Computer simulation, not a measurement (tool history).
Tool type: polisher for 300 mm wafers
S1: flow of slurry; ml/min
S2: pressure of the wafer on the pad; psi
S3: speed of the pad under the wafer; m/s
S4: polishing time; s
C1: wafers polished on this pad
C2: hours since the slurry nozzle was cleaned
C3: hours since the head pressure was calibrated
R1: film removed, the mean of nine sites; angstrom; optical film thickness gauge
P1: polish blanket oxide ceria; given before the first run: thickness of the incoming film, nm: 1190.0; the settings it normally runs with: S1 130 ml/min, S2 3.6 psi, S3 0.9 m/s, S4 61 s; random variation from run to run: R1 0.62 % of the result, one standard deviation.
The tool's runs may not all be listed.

run,day,S1,S2,S3,S4,C1,C2,C3,R1
1,0.512,130,3.6,0.9,61,291,234.4,546.1,3086.5
2,1.067,130,2.5,0.9,61,405,247.7,559.4,2149.1
3,1.517,130,3.6,0.6,61,497,258.5,570.2,2064.2
4,2.162,160,3.6,1.12,61,629,274,585.7,4029.4
5,2.579,130,3.6,0.9,28,714,284,595.7,1410
6,2.896,180,3.6,0.9,61,779,291.6,603.3,3279.7
7,3.246,130,3.6,0.9,61,851,300,611.7,3110.8
8,3.812,130,3.6,0.9,61,967,313.6,625.3,3089.1
9,4.417,80,3.6,1.38,61,1091,328.1,639.8,4222.9
10,4.983,130,3.6,0.9,61,1207,341.7,653.4,3112.5
11,5.508,130,5.7,0.9,61,1314,354.3,666,4943.4
12,5.975,80,3.6,0.9,61,1410,365.5,677.2,2746.1
13,6.562,130,3.6,0.9,87,1530,379.6,691.3,4441.3
14,7.021,130,3.6,0.9,61,1624,390.6,702.3,3101.3
15,7.446,130,3.6,1.3,61,1711,400.8,712.5,4482.4
16,8.017,130,3.6,0.9,61,1827,414.5,726.2,3113.2
17,8.475,130,3.6,0.9,61,1921,425.5,737.2,2970
18,9.058,130,3.6,0.9,61,2041,439.5,751.2,2817.4
19,9.696,130,3.6,0.9,61,2171,454.8,766.5,2783.4
# day 9.871: head pressure recalibrated
20,10.054,130,3.6,0.9,61,2245,463.4,4.4,2799.5
21,10.467,130,3.6,0.9,61,2329,473.3,14.3,2764
22,10.808,130,3.6,0.9,61,2399,481.5,22.5,2760.1

What P1 gives has crept off from where it sat before. The 2 causes that follow fit the log equally well, each at the size noted:
A: slurry flow missing at the pad, % = 36.6
B: removal rate lost through wear of the pad, % = 10.6
The creep began at about day 8.017.
Each remaining cause and why it is not a fit:
head's pressure below its setpoint, %: was serviced at day 9.871, once the creep was under way, yet the earlier output never came back

Question marks stand in for the results of the 4 check runs listed below, each run on one wafer. Under which run would the listed causes show clearly different results?
check 1,11.15,130,3.6,0.7,86,,,,?
check 2,11.15,80,3.6,0.9,82,,,,?
check 3,11.15,130,4.6,0.9,36,,,,?
check 4,11.15,130,4.9,0.9,41,,,,?

Outcome of each check run for each possible cause:
check,result,if A,if B
check 1,R1,3043.7,3042.8
check 2,R1,3123.9,3306
check 3,R1,2093.2,2092.5
check 4,R1,2539.4,2538.6
Gap, in per cent, between the two causes that each check separates least, read from the result that separates them most: check 1 0.03 %; check 2 5.67 %; check 3 0.03 %; check 4 0.03 %
Check 2 distinguishes between the causes, while the remaining checks would return nearly the same result for all of them.

Check 2 was then run and gave: R1 3287.4 angstrom. Which cause is it?

The correct cause is B, namely: removal rate lost through wear of the pad, %.

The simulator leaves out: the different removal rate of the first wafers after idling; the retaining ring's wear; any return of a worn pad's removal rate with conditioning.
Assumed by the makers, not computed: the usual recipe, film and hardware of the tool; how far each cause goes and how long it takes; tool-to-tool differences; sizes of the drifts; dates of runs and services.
